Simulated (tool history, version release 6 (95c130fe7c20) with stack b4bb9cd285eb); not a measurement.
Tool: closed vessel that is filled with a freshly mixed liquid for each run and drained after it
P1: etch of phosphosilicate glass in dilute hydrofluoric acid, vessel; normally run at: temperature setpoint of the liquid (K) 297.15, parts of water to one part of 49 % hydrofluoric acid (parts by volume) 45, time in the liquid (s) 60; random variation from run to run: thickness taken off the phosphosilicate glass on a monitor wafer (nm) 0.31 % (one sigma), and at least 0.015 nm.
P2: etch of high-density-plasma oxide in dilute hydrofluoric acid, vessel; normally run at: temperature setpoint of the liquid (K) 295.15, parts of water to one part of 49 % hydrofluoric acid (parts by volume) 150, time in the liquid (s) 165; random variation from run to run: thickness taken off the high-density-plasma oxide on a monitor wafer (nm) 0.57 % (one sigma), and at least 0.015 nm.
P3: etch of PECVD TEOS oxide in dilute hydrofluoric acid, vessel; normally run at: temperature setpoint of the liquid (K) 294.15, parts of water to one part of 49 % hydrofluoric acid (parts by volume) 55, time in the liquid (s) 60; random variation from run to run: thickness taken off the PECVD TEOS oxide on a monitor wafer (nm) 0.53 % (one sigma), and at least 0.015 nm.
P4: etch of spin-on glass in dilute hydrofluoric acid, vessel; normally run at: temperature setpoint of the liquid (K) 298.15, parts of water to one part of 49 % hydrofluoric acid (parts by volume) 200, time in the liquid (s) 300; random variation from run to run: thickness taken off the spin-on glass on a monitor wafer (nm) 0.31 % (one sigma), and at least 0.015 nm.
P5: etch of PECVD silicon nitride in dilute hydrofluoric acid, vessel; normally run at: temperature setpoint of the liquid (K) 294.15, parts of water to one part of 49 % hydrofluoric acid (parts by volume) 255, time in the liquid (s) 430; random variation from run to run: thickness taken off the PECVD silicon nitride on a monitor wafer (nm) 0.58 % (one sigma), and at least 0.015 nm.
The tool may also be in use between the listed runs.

| run | day | process that ran | temperature setpoint of the liquid (K) | parts of water to one part of 49 % hydrofluoric acid (parts by volume) | time in the liquid (s) | thickness taken off the phosphosilicate glass on a monitor wafer (nm) | thickness taken off the PECVD silicon nitride on a monitor wafer (nm) | thickness taken off the spin-on glass on a monitor wafer (nm) | thickness taken off the high-density-plasma oxide on a monitor wafer (nm) | thickness taken off the PECVD TEOS oxide on a monitor wafer (nm) |
|---|---|---|---|---|---|---|---|---|---|---|
| 1 | 0.412 | P1 | 297.15 | 45 | 60 | 85.12 |  |  |  |  |
| 2 | 0.708 | P5 | 302.15 | 255 | 430 |  | 8.4541 |  |  |  |
| 3 | 1.25 | P1 | 292.15 | 45 | 60 | 68.845 |  |  |  |  |
| 4 | 1.608 | P1 | 297.15 | 20 | 95 | 312.75 |  |  |  |  |
| 5 | 1.979 | P4 | 303.65 | 200 | 300 |  |  | 63.645 |  |  |
| 6 | 2.371 | P1 | 297.15 | 45 | 60 | 85.249 |  |  |  |  |
| 7 | 2.708 | P2 | 295.15 | 150 | 165 |  |  |  | 5.0398 |  |
| 8 | 2.983 | P4 | 298.15 | 200 | 540 |  |  | 94.382 |  |  |
| 9 | 3.496 | P5 | 294.15 | 420 | 430 |  | 3.1828 |  |  |  |
| 10 | 3.746 | P1 | 305.15 | 45 | 60 | 117.42 |  |  |  |  |
| 11 | 4.129 | P1 | 297.15 | 60 | 105 | 109.28 |  |  |  |  |
| 12 | 4.667 | P3 | 294.15 | 25 | 60 |  |  |  |  | 32.637 |
| 13 | 5.121 | P1 | 297.15 | 45 | 60 | 85.045 |  |  |  |  |
| 14 | 5.429 | P1 | 297.15 | 20 | 60 | 199.07 |  |  |  |  |
| 15 | 5.771 | P3 | 290.15 | 55 | 60 |  |  |  |  | 12.131 |
|  | 6.004 | thermometer replaced |
| 16 | 6.117 | P1 | 297.15 | 45 | 60 | 84.814 |  |  |  |  |
| 17 | 6.375 | P1 | 297.15 | 70 | 60 | 53.022 |  |  |  |  |
| 18 | 6.646 | P2 | 295.15 | 150 | 320 |  |  |  | 9.6927 |  |
| 19 | 6.983 | P5 | 294.15 | 255 | 430 |  | 5.1742 |  |  |  |
| 20 | 7.438 | P2 | 295.15 | 150 | 165 |  |  |  | 5.0119 |  |
| 21 | 7.829 | P5 | 294.15 | 255 | 735 |  | 8.7483 |  |  |  |
| 22 | 8.271 | P2 | 290.15 | 150 | 165 |  |  |  | 4.1205 |  |
| 23 | 8.804 | P4 | 298.15 | 200 | 300 |  |  | 52.491 |  |  |
| 24 | 9.142 | P1 | 297.15 | 45 | 105 | 148.89 |  |  |  |  |
| 25 | 9.604 | P1 | 297.15 | 45 | 60 | 85.124 |  |  |  |  |
| 26 | 9.858 | P3 | 294.15 | 55 | 60 |  |  |  |  | 14.342 |
| 27 | 10.392 | P2 | 295.15 | 95 | 165 |  |  |  | 8.5011 |  |
| 28 | 10.65 | P1 | 297.15 | 45 | 30 | 42.685 |  |  |  |  |
| 29 | 10.979 | P4 | 298.15 | 40 | 300 |  |  | 318.46 |  |  |
| 30 | 11.392 | P3 | 294.15 | 55 | 95 |  |  |  |  | 22.443 |
| 31 | 11.812 | P3 | 294.15 | 55 | 60 |  |  |  |  | 14.319 |

The next listed run, before its measurement:
| 32 | 12.317 | P1 | 297.15 | 45 | 60 | ? |  |  |  |  |

thickness taken off the phosphosilicate glass on a monitor wafer (nm): 85.007
